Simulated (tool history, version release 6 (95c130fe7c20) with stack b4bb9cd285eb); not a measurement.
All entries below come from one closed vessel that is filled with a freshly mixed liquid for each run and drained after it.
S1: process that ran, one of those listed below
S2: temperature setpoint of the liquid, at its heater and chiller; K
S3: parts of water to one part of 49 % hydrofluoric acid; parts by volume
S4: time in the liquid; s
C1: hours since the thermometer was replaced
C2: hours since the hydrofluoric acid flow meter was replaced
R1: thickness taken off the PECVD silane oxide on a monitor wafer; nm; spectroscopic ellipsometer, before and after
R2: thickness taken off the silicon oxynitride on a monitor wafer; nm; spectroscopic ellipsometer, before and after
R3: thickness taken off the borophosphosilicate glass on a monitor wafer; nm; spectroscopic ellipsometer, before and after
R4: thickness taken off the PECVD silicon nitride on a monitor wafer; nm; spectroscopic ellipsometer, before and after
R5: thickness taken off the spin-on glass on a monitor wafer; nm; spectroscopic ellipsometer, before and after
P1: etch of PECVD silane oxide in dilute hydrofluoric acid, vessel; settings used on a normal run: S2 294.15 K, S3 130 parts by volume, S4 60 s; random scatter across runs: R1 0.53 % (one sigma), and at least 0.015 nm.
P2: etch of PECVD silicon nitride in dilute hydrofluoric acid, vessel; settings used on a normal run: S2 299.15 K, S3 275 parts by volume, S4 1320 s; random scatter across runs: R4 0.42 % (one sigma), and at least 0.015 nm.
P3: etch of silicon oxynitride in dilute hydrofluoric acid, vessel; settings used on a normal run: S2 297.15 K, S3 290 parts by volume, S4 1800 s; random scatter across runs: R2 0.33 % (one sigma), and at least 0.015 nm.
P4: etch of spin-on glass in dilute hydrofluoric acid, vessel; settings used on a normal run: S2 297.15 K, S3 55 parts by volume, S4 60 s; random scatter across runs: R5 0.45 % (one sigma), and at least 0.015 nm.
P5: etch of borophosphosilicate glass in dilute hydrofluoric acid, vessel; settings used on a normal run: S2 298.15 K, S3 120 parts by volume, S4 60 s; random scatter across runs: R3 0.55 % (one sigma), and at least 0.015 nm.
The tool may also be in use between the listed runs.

run   hour  S1      S2   S3    S4     C1     C2       R1       R2       R3       R4      R5
  1    7.2  P1  294.15  130    60  588.5  809.3  13.3500
  2   20.7  P3  297.15  290  3270  602.0  822.8           22.6680
  3   28.1  P1  298.15  130    85  609.4  830.2  21.9440
  4   36.1  P1  294.15  130    35  617.4  838.2   7.7880
  5   49.0  P1  294.15  130    60  630.3  851.1  13.2960
  6   60.7  P1  294.15  220    60  642.0  862.8   7.2255
  7   68.3  P5  298.15  120    60  649.6  870.4                    18.8400
  8   83.0  P5  305.15  120    60  664.3  885.1                    24.5240
  9   91.8  P2  292.15  275  1320  673.1  893.9                             14.8160
 10   98.5  P2  299.15  495  1320  679.8  900.6                             12.7420
 11  105.1  P2  299.15  275  1320  686.4  907.2                             23.0600
 12  115.9  P1  294.15  225    30  697.2  918.0   3.4877
 13  129.1  P4  297.15   55    35  710.4  931.2                                      28.826
 14  140.1  P1  294.15  130    60  721.4  942.2  13.3470
 15  147.9  P4  297.15  100    60  729.2  950.0                                      25.641
     154.1  -- hydrofluoric acid flow meter replaced
 16  156.9  P4  297.15   55    60  738.2    2.9                                      49.296
 17  164.0  P1  294.15   30    60  745.3   10.0  65.3320
 18  171.8  P1  294.15  130    60  753.1   17.8  13.3760
 19  186.8  P1  294.15  130    90  768.1   32.8  19.9820
 20  201.0  P3  301.15  290  1800  782.3   47.0           14.7800
 21  214.7  P1  294.15  130    60  796.0   60.7  13.3960
 22  225.3  P1  290.15  130    30  806.6   71.3   5.6804
 23  239.3  P1  290.15  130    60  820.6   85.3  11.4090
 24  250.7  P3  297.15  290  1800  832.0   96.7           12.5810
 25  263.7  P5  298.15  120    30  845.0  109.7                     9.3893
 26  273.1  P1  294.15  130    60  854.4  119.1  13.2750
 27  288.2  P2  299.15  275   325  869.5  134.2                              5.6927
 28  294.7  P2  299.15  275  1320  876.0  140.7                             23.1570
 29  307.6  P1  302.65  130    60  888.9  153.6  18.5410
 30  316.0  P5  298.15   45    60  897.3  162.0                    55.3120
 31  324.7  P4  302.15   55    60  906.0  170.7                                      60.228
 32  335.2  P4  297.15   55    60  916.5  181.2                                      49.521
 33  348.9  P3  297.15  495  1800  930.2  194.9            6.4335
 34  358.4  P5  298.15  120    60  939.7  204.4                    18.5450
 35  365.6  P1  294.15  130    60  946.9  211.6  13.3170
 36  372.1  P1  294.15  130    60  953.4  218.1  13.0540
 37  379.8  P1  294.15  130    60  961.1  225.8  12.9720
 38  388.0  P1  294.15  130    60  969.3  234.0  12.8260

Estimate the outcome of run 39 from the log above:
 39  403.1  P1  294.15  130  60  984.4  249.1   ?

R1: 12.5740 nm
